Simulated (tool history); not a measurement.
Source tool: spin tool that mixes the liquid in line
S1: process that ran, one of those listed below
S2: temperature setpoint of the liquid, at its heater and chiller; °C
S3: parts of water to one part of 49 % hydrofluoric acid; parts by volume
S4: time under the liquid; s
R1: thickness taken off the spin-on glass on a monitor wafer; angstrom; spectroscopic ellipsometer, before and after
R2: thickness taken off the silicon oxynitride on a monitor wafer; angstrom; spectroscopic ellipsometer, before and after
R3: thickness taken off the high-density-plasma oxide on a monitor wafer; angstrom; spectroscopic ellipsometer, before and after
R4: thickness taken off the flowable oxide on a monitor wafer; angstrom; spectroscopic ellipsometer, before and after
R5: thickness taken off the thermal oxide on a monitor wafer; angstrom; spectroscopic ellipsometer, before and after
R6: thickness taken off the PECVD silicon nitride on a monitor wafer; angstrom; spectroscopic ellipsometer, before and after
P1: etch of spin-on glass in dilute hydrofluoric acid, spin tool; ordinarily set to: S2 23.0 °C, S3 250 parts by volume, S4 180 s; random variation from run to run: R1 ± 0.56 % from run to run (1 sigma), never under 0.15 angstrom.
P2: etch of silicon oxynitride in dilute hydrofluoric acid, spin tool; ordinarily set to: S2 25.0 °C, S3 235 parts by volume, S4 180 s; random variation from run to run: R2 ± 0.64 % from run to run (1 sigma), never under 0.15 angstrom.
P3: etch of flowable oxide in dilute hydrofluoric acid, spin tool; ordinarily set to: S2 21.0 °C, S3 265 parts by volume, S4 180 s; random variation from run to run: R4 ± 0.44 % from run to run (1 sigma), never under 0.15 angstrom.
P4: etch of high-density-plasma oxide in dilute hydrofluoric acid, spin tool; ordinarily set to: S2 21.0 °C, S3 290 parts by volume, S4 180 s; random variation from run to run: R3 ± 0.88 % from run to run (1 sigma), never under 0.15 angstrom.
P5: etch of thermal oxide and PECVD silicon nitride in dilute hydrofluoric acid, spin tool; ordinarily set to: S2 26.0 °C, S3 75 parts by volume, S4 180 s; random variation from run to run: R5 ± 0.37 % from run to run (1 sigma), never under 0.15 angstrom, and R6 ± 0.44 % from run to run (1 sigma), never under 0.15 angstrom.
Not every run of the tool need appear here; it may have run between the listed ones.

run,hour,S1,S2,S3,S4,R1,R2,R3,R4,R5,R6
1,10.5,P1,23.0,250,180,131.930,,,,,
2,24.5,P2,25.0,400,180,,18.225,,,,
3,34.4,P4,21.0,290,180,,,23.903,,,
4,43.6,P1,23.0,250,180,132.150,,,,,
5,55.0,P2,32.5,235,180,,46.746,,,,
6,65.8,P1,23.0,250,180,131.180,,,,,
7,75.1,P1,23.0,250,295,214.620,,,,,
8,88.8,P3,21.0,265,305,,,,269.71,,
9,104.8,P3,21.0,265,180,,,,159.48,,
10,112.7,P5,26.0,75,30,,,,,21.085,15.359
11,124.7,P1,23.0,415,180,68.189,,,,,
12,141.7,P4,29.5,290,180,,,32.038,,,
13,152.3,P5,34.0,75,180,,,,,172.850,157.030
14,167.0,P1,23.0,250,180,131.200,,,,,
15,177.9,P5,26.0,20,180,,,,,519.790,336.000
16,195.6,P1,30.5,250,180,170.150,,,,,
17,213.0,P1,23.0,250,55,39.710,,,,,
18,228.1,P4,21.0,510,180,,,11.298,,,
19,237.8,P3,21.0,265,180,,,,159.42,,
20,246.9,P3,21.0,375,180,,,,102.15,,
21,256.1,P5,26.0,75,180,,,,,128.080,94.501
22,265.5,P1,19.5,125,180,260.180,,,,,
23,278.0,P2,25.0,235,180,,34.637,,,,
24,286.6,P1,23.0,85,180,459.040,,,,,
25,301.7,P3,17.0,265,180,,,,137.87,,
# hour 309.7: thermometer replaced
26,310.7,P4,21.0,290,180,,,23.675,,,
27,326.2,P1,17.0,370,180,63.862,,,,,
28,336.0,P4,21.0,290,80,,,10.492,,,
29,349.6,P2,25.0,235,85,,16.255,,,,
30,363.6,P1,17.0,250,180,105.480,,,,,
31,381.0,P1,23.0,250,180,132.780,,,,,
32,390.0,P1,23.0,250,180,127.710,,,,,
33,404.6,P1,23.0,250,180,127.810,,,,,
34,414.2,P1,23.0,250,180,124.570,,,,,
35,427.2,P1,23.0,250,180,123.490,,,,,
36,443.7,P1,23.0,250,180,122.710,,,,,
37,454.7,P1,23.0,250,180,124.120,,,,,
38,465.1,P1,23.0,250,180,122.540,,,,,
39,481.5,P1,23.0,250,180,122.410,,,,,
40,497.9,P1,23.0,250,180,122.360,,,,,

Something has made what P1 gives creep away from where it was; the 2 causes below, each at its own stated size, fit the log equally well:
A: hydrofluoric acid flow below the setpoint (%) = 5.69
B: liquid colder than its thermometer reads (K) = 2.01
The onset of the drift is placed at about hour 381.0.

Listed below are the offered check runs, one wafer per run, with question marks in place of results. For which of them would the causes give clearly different outcomes?
check 1,514.3,P2,25.0,235,180,,?,,,,
check 2,514.3,P5,26.0,75,180,,,,,?,?
check 3,514.3,P3,21.0,265,180,,,,?,,
check 4,514.3,P4,21.0,290,180,,,?,,,

Check results expected under each cause:
check,result,if A,if B
check 1,R2,32.352,31.747
check 2,R5,120.230,118.340
check 2,R6,88.193,81.820
check 3,R4,148.65,148.47
check 4,R3,22.158,22.176
Distance between the nearest two causes, measured in the result of the check that separates them most: check 1 1.89 %; check 2 7.5 %; check 3 0.13 %; check 4 0.08 %
Check 2 tells the causes apart: in the others they would give nearly the same result.

With check 2 done, the readings were: R5 118.100 angstrom; R6 81.968 angstrom. Identify which of the listed causes applies.

Of the candidate causes, it is B: liquid colder than its thermometer reads (K).
